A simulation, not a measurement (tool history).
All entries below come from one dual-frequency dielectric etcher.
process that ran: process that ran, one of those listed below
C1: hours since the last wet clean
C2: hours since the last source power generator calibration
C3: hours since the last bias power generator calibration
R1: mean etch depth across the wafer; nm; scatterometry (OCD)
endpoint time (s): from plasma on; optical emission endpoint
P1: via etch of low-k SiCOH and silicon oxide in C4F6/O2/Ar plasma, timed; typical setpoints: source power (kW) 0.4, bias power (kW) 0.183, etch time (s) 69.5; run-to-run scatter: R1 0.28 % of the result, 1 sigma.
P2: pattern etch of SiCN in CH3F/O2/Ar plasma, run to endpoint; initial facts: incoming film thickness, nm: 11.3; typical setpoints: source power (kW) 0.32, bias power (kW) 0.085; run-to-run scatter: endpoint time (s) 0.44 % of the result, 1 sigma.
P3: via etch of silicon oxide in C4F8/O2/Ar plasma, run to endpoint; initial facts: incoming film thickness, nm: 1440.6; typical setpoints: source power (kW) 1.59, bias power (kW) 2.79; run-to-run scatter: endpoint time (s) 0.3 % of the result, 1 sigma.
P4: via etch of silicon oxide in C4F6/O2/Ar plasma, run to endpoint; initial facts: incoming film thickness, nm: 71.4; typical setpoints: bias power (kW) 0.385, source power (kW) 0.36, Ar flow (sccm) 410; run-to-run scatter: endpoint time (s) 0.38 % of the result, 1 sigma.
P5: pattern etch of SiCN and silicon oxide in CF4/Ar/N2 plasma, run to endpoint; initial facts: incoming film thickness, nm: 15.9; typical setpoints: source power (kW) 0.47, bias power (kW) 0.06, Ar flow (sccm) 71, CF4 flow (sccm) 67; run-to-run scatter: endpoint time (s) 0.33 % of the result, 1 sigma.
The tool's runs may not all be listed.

{"run": 1, "hour": 5.3, "process that ran": "P1", "source power (kW)": 0.4, "bias power (kW)": 0.183, "etch time (s)": 69.5, "C1": 450.2, "C2": 2476, "C3": 611.6, "R1": 193.83}
{"run": 2, "hour": 9.8, "process that ran": "P4", "source power (kW)": 0.27, "bias power (kW)": 0.385, "Ar flow (sccm)": 410, "C1": 454.7, "C2": 2480.5, "C3": 616.1, "endpoint time (s)": 20.788}
{"run": 3, "hour": 13.7, "process that ran": "P5", "source power (kW)": 0.47, "bias power (kW)": 0.06, "Ar flow (sccm)": 53, "CF4 flow (sccm)": 67, "C1": 458.6, "C2": 2484.4, "C3": 620, "endpoint time (s)": 17.05}
{"run": 4, "hour": 16.7, "process that ran": "P1", "source power (kW)": 0.24, "bias power (kW)": 0.183, "etch time (s)": 69.5, "C1": 461.6, "C2": 2487.4, "C3": 623, "R1": 158.68}
{"run": 5, "hour": 20.5, "process that ran": "P5", "source power (kW)": 0.47, "bias power (kW)": 0.041, "Ar flow (sccm)": 71, "CF4 flow (sccm)": 67, "C1": 465.4, "C2": 2491.2, "C3": 626.8, "endpoint time (s)": 19.782}
{"run": 6, "hour": 24.0, "process that ran": "P5", "source power (kW)": 0.47, "bias power (kW)": 0.06, "Ar flow (sccm)": 71, "CF4 flow (sccm)": 67, "C1": 468.9, "C2": 2494.7, "C3": 630.3, "endpoint time (s)": 17.787}
{"run": 7, "hour": 30.1, "process that ran": "P4", "source power (kW)": 0.36, "bias power (kW)": 0.385, "Ar flow (sccm)": 410, "C1": 475, "C2": 2500.8, "C3": 636.4, "endpoint time (s)": 18.691}
{"run": 8, "hour": 33.1, "process that ran": "P2", "source power (kW)": 0.19, "bias power (kW)": 0.085, "C1": 478, "C2": 2503.8, "C3": 639.4, "endpoint time (s)": 37.265}
{"run": 9, "hour": 37.8, "process that ran": "P5", "source power (kW)": 0.47, "bias power (kW)": 0.06, "Ar flow (sccm)": 71, "CF4 flow (sccm)": 91, "C1": 482.7, "C2": 2508.5, "C3": 644.1, "endpoint time (s)": 17.089}
{"run": 10, "hour": 42.7, "process that ran": "P1", "source power (kW)": 0.4, "bias power (kW)": 0.23, "etch time (s)": 69.5, "C1": 487.6, "C2": 2513.4, "C3": 649, "R1": 208.97}
{"run": 11, "hour": 47.0, "process that ran": "P5", "source power (kW)": 0.61, "bias power (kW)": 0.06, "Ar flow (sccm)": 71, "CF4 flow (sccm)": 67, "C1": 491.9, "C2": 2517.7, "C3": 653.3, "endpoint time (s)": 14.085}
{"run": 12, "hour": 52.3, "process that ran": "P1", "source power (kW)": 0.4, "bias power (kW)": 0.183, "etch time (s)": 91, "C1": 497.2, "C2": 2523, "C3": 658.6, "R1": 253.76}
{"run": 13, "hour": 55.1, "process that ran": "P2", "source power (kW)": 0.32, "bias power (kW)": 0.085, "C1": 500, "C2": 2525.8, "C3": 661.4, "endpoint time (s)": 30.669}
{"run": 14, "hour": 59.7, "process that ran": "P1", "source power (kW)": 0.4, "bias power (kW)": 0.183, "etch time (s)": 50, "C1": 504.6, "C2": 2530.4, "C3": 666, "R1": 139.02}
{"run": 15, "hour": 65.6, "process that ran": "P1", "source power (kW)": 0.53, "bias power (kW)": 0.183, "etch time (s)": 69.5, "C1": 510.5, "C2": 2536.3, "C3": 671.9, "R1": 215.9}
{"run": 16, "hour": 71.9, "process that ran": "P1", "source power (kW)": 0.4, "bias power (kW)": 0.183, "etch time (s)": 69.5, "C1": 516.8, "C2": 2542.6, "C3": 678.2, "R1": 194.3}
{"run": 17, "hour": 77.6, "process that ran": "P1", "source power (kW)": 0.4, "bias power (kW)": 0.183, "etch time (s)": 69.5, "C1": 522.5, "C2": 2548.3, "C3": 683.9, "R1": 194.66}
{"run": 18, "hour": 81.5, "process that ran": "P2", "source power (kW)": 0.32, "bias power (kW)": 0.119, "C1": 526.4, "C2": 2552.2, "C3": 687.8, "endpoint time (s)": 26.768}
{"run": 19, "hour": 84.3, "process that ran": "P4", "source power (kW)": 0.36, "bias power (kW)": 0.385, "Ar flow (sccm)": 486, "C1": 529.2, "C2": 2555, "C3": 690.6, "endpoint time (s)": 19.123}
{"run": 20, "hour": 89.8, "process that ran": "P3", "source power (kW)": 1.59, "bias power (kW)": 3.778, "C1": 534.7, "C2": 2560.5, "C3": 696.1, "endpoint time (s)": 254.75}
{"run": 21, "hour": 95.7, "process that ran": "P4", "source power (kW)": 0.36, "bias power (kW)": 0.25, "Ar flow (sccm)": 410, "C1": 540.6, "C2": 2566.4, "C3": 702, "endpoint time (s)": 21.662}
{"run": 22, "hour": 98.9, "process that ran": "P1", "source power (kW)": 0.49, "bias power (kW)": 0.183, "etch time (s)": 46.5, "C1": 543.8, "C2": 2569.6, "C3": 705.2, "R1": 140.01}
{"run": 23, "hour": 103.6, "process that ran": "P1", "source power (kW)": 0.33, "bias power (kW)": 0.183, "etch time (s)": 99.5, "C1": 548.5, "C2": 2574.3, "C3": 709.9, "R1": 257.17}
{"run": 24, "hour": 109.5, "process that ran": "P1", "source power (kW)": 0.4, "bias power (kW)": 0.141, "etch time (s)": 69.5, "C1": 554.4, "C2": 2580.2, "C3": 715.8, "R1": 178.16}
{"run": 25, "hour": 114.3, "process that ran": "P2", "source power (kW)": 0.32, "bias power (kW)": 0.085, "C1": 559.2, "C2": 2585, "C3": 720.6, "endpoint time (s)": 30.7}
{"run": 26, "hour": 119.6, "process that ran": "P3", "source power (kW)": 1.59, "bias power (kW)": 2.79, "C1": 564.5, "C2": 2590.3, "C3": 725.9, "endpoint time (s)": 280.71}
{"run": 27, "hour": 122.7, "process that ran": "P1", "source power (kW)": 0.4, "bias power (kW)": 0.183, "etch time (s)": 69.5, "C1": 567.6, "C2": 2593.4, "C3": 729, "R1": 193.4}
{"run": 28, "hour": 127.2, "process that ran": "P3", "source power (kW)": 1.59, "bias power (kW)": 2.79, "C1": 572.1, "C2": 2597.9, "C3": 733.5, "endpoint time (s)": 280.08}
{"run": 29, "hour": 131.1, "process that ran": "P1", "source power (kW)": 0.4, "bias power (kW)": 0.183, "etch time (s)": 69.5, "C1": 576, "C2": 2601.8, "C3": 737.4, "R1": 193.34}
{"run": 30, "hour": 135.2, "process that ran": "P3", "source power (kW)": 1.07, "bias power (kW)": 2.79, "C1": 580.1, "C2": 2605.9, "C3": 741.5, "endpoint time (s)": 327.85}

What does the tool deliver on the next run?
{"run": 31, "hour": 138.3, "process that ran": "P1", "source power (kW)": 0.4, "bias power (kW)": 0.183, "etch time (s)": 69.5, "C1": 583.2, "C2": 2609, "C3": 744.6, "R1": "?"}

{"run 31": {"R1": 193.56}}

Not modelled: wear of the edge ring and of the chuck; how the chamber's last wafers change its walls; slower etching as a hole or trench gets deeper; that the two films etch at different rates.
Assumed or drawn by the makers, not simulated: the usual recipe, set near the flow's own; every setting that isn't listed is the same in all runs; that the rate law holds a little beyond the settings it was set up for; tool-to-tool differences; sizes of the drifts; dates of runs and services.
